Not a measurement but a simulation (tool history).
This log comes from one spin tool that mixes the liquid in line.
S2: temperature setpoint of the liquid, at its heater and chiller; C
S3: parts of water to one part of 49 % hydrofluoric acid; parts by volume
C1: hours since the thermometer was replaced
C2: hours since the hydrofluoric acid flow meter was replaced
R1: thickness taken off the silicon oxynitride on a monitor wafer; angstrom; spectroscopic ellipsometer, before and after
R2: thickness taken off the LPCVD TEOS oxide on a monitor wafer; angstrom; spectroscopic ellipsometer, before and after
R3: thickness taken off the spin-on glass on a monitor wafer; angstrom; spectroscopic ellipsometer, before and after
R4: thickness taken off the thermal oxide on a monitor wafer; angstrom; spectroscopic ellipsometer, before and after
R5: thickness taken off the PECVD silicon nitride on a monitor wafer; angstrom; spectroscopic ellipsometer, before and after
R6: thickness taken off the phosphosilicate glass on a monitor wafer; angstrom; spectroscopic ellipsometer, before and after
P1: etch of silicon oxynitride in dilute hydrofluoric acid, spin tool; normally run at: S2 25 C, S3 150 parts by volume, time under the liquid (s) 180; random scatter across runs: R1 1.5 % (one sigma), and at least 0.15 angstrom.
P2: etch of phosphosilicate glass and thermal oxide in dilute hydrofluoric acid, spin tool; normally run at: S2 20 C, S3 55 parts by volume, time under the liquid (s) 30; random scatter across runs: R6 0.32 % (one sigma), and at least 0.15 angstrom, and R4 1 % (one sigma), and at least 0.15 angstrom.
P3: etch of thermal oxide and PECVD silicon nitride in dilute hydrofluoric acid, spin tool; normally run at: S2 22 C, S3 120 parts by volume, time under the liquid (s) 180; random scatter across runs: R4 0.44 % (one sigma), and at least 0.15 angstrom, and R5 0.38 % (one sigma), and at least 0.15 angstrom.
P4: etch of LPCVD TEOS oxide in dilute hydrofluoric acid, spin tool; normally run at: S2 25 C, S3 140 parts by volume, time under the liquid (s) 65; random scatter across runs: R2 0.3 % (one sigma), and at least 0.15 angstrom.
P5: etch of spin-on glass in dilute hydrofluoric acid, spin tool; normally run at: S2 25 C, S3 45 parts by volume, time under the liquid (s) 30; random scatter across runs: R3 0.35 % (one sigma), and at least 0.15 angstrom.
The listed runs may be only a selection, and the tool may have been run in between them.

Run 1, day 0.358: process that ran P1, S2 25 C, S3 150 parts by volume, time under the liquid (s) 180; C1 698.5; C2 510.7. Result: R1 17.169 angstrom.
Run 2, day 0.783: process that ran P4, S2 32.5 C, S3 140 parts by volume, time under the liquid (s) 65; C1 708.7; C2 520.9. Result: R2 339.21 angstrom.
Run 3, day 1.258: process that ran P5, S2 19 C, S3 45 parts by volume, time under the liquid (s) 30; C1 720.1; C2 532.3. Result: R3 275.2 angstrom.
Run 4, day 1.708: process that ran P4, S2 25 C, S3 140 parts by volume, time under the liquid (s) 130; C1 730.9; C2 543.1. Result: R2 516.26 angstrom.
Run 5, day 2.183: process that ran P1, S2 25 C, S3 150 parts by volume, time under the liquid (s) 15; C1 742.3; C2 554.5. Result: R1 1.5287 angstrom.
Run 6, day 2.554: process that ran P3, S2 22 C, S3 40 parts by volume, time under the liquid (s) 180; C1 751.2; C2 563.4. Result: R4 222.35 angstrom, R5 166.59 angstrom.
Run 7, day 3.079: process that ran P1, S2 25 C, S3 235 parts by volume, time under the liquid (s) 180; C1 763.8; C2 576. Result: R1 10.279 angstrom.
Run 8, day 3.533: process that ran P1, S2 19.5 C, S3 150 parts by volume, time under the liquid (s) 180; C1 774.7; C2 586.9. Result: R1 13.8 angstrom.
Run 9, day 3.808: process that ran P1, S2 25 C, S3 150 parts by volume, time under the liquid (s) 180; C1 781.3; C2 593.5. Result: R1 17.582 angstrom.
At day 4.067: hydrofluoric acid flow meter replaced.
Run 10, day 4.329: process that ran P3, S2 22 C, S3 120 parts by volume, time under the liquid (s) 30; C1 793.8; C2 6.3. Result: R4 11.292 angstrom, R5 9.4219 angstrom.
Run 11, day 4.842: process that ran P1, S2 20.5 C, S3 150 parts by volume, time under the liquid (s) 335; C1 806.1; C2 18.6. Result: R1 26.988 angstrom.
Run 12, day 5.167: process that ran P5, S2 25 C, S3 45 parts by volume, time under the liquid (s) 60; C1 813.9; C2 26.4. Result: R3 712.95 angstrom.
Run 13, day 5.646: process that ran P5, S2 25 C, S3 45 parts by volume, time under the liquid (s) 30; C1 825.4; C2 37.9. Result: R3 356.85 angstrom.
Run 14, day 6.15: process that ran P2, S2 20 C, S3 20 parts by volume, time under the liquid (s) 30; C1 837.5; C2 50. Result: R4 66.327 angstrom, R6 1869.3 angstrom.
Run 15, day 6.604: process that ran P2, S2 20 C, S3 55 parts by volume, time under the liquid (s) 30; C1 848.4; C2 60.9. Result: R4 24.003 angstrom, R6 656.09 angstrom.
Run 16, day 6.908: process that ran P1, S2 19 C, S3 150 parts by volume, time under the liquid (s) 20; C1 855.7; C2 68.2. Result: R1 1.4226 angstrom.
Run 17, day 7.179: process that ran P4, S2 25 C, S3 25 parts by volume, time under the liquid (s) 65; C1 862.2; C2 74.7. Result: R2 1681.1 angstrom.
Run 18, day 7.712: process that ran P2, S2 20 C, S3 55 parts by volume, time under the liquid (s) 30; C1 875; C2 87.5. Result: R4 23.394 angstrom, R6 653.46 angstrom.
Run 19, day 8.104: process that ran P3, S2 22 C, S3 120 parts by volume, time under the liquid (s) 180; C1 884.4; C2 96.9. Result: R4 66.937 angstrom, R5 56.703 angstrom.
Run 20, day 8.604: process that ran P5, S2 25 C, S3 20 parts by volume, time under the liquid (s) 30; C1 896.4; C2 108.9. Result: R3 824.47 angstrom.
Run 21, day 9.083: process that ran P1, S2 29.5 C, S3 150 parts by volume, time under the liquid (s) 180; C1 907.9; C2 120.4. Result: R1 21.505 angstrom.
Run 22, day 9.379: process that ran P4, S2 25 C, S3 140 parts by volume, time under the liquid (s) 65; C1 915; C2 127.5. Result: R2 257.72 angstrom.
Run 23, day 9.85: process that ran P3, S2 25.5 C, S3 120 parts by volume, time under the liquid (s) 180; C1 926.3; C2 138.8. Result: R4 76.412 angstrom, R5 71.925 angstrom.
Run 24, day 10.233: process that ran P1, S2 19.5 C, S3 150 parts by volume, time under the liquid (s) 90; C1 935.5; C2 148. Result: R1 6.5395 angstrom.
Run 25, day 10.696: process that ran P4, S2 25 C, S3 140 parts by volume, time under the liquid (s) 65; C1 946.6; C2 159.1. Result: R2 258.64 angstrom.
Run 26, day 11.225: process that ran P2, S2 23.5 C, S3 55 parts by volume, time under the liquid (s) 30; C1 959.3; C2 171.8. Result: R4 26.476 angstrom, R6 757.45 angstrom.
Run 27, day 11.542: process that ran P1, S2 25 C, S3 150 parts by volume, time under the liquid (s) 180; C1 966.9; C2 179.4. Result: R1 17.424 angstrom.
Run 28, day 12.008: process that ran P1, S2 25 C, S3 150 parts by volume, time under the liquid (s) 180; C1 978.1; C2 190.6. Result: R1 17.682 angstrom.
Run 29, day 12.496: process that ran P2, S2 20 C, S3 55 parts by volume, time under the liquid (s) 45; C1 989.8; C2 202.3. Result: R4 34.992 angstrom, R6 983.25 angstrom.
Run 30, day 12.804: process that ran P1, S2 25 C, S3 150 parts by volume, time under the liquid (s) 180; C1 997.2; C2 209.7. Result: R1 17.89 angstrom.
Run 31, day 13.096: process that ran P1, S2 25 C, S3 55 parts by volume, time under the liquid (s) 180; C1 1004.2; C2 216.7. Result: R1 52.174 angstrom.
Run 32, day 13.346: process that ran P1, S2 25 C, S3 150 parts by volume, time under the liquid (s) 320; C1 1010.2; C2 222.7. Result: R1 31.631 angstrom.
Run 33, day 13.821: process that ran P1, S2 25 C, S3 150 parts by volume, time under the liquid (s) 180; C1 1021.6; C2 234.1. Result: R1 17.353 angstrom.
Run 34, day 14.079: process that ran P1, S2 25 C, S3 150 parts by volume, time under the liquid (s) 180; C1 1027.8; C2 240.3. Result: R1 18.056 angstrom.
Run 35, day 14.375: process that ran P1, S2 25 C, S3 150 parts by volume, time under the liquid (s) 180; C1 1034.9; C2 247.4. Result: R1 18.444 angstrom.
Run 36, day 14.712: process that ran P1, S2 25 C, S3 150 parts by volume, time under the liquid (s) 180; C1 1043; C2 255.5. Result: R1 18.711 angstrom.
Run 37, day 15.192: process that ran P1, S2 25 C, S3 150 parts by volume, time under the liquid (s) 180; C1 1054.5; C2 267. Result: R1 19.138 angstrom.
Run 38, day 15.529: process that ran P1, S2 25 C, S3 150 parts by volume, time under the liquid (s) 180; C1 1062.6; C2 275.1. Result: R1 18.629 angstrom.
Run 39, day 15.946: process that ran P1, S2 25 C, S3 150 parts by volume, time under the liquid (s) 180; C1 1072.6; C2 285.1. Result: R1 19.104 angstrom.

What P1 gives has crept away from where it was. These 2 causes fit the log equally well, each at the size given:
A: hydrofluoric acid flow above the setpoint (%) = 7.96
B: liquid hotter than its thermometer reads (K) = 1.91
The drift started at roughly day 13.821.

Consider the 4 single-wafer check runs listed below, results given as question marks: which one distinguishes between the causes by giving clearly different results for each?
Run check 1, day 16.362: process that ran P2, S2 20 C, S3 20 parts by volume, time under the liquid (s) 40. Result: R4 ?, R6 ?.
Run check 2, day 16.362: process that ran P3, S2 22 C, S3 55 parts by volume, time under the liquid (s) 180. Result: R4 ?, R5 ?.
Run check 3, day 16.362: process that ran P5, S2 25 C, S3 25 parts by volume, time under the liquid (s) 50. Result: R3 ?.
Run check 4, day 16.362: process that ran P4, S2 30.5 C, S3 35 parts by volume, time under the liquid (s) 65. Result: R2 ?.

What each check would give under each cause:
  check  result    if A    if B
check 1      R4  96.024  96.438
check 1      R6    2706  2717.7
check 2      R4  171.26  170.77
check 2      R5  131.82  139.22
check 3      R3  1186.6  1186.8
check 4      R2  1604.1  1595.4
Per-check spread between the two closest causes, in the result where they differ most: check 1 0.43 %; check 2 5.46 %; check 3 0.01 %; check 4 0.55 %
Check 2 is the one run that separates the causes; every other check would come out nearly the same whichever cause is at work.

After running check 2, the following was obtained: R4 169.19 angstrom; R5 140.23 angstrom. Which cause does this point to?

B is the cause: liquid hotter than its thermometer reads (K).
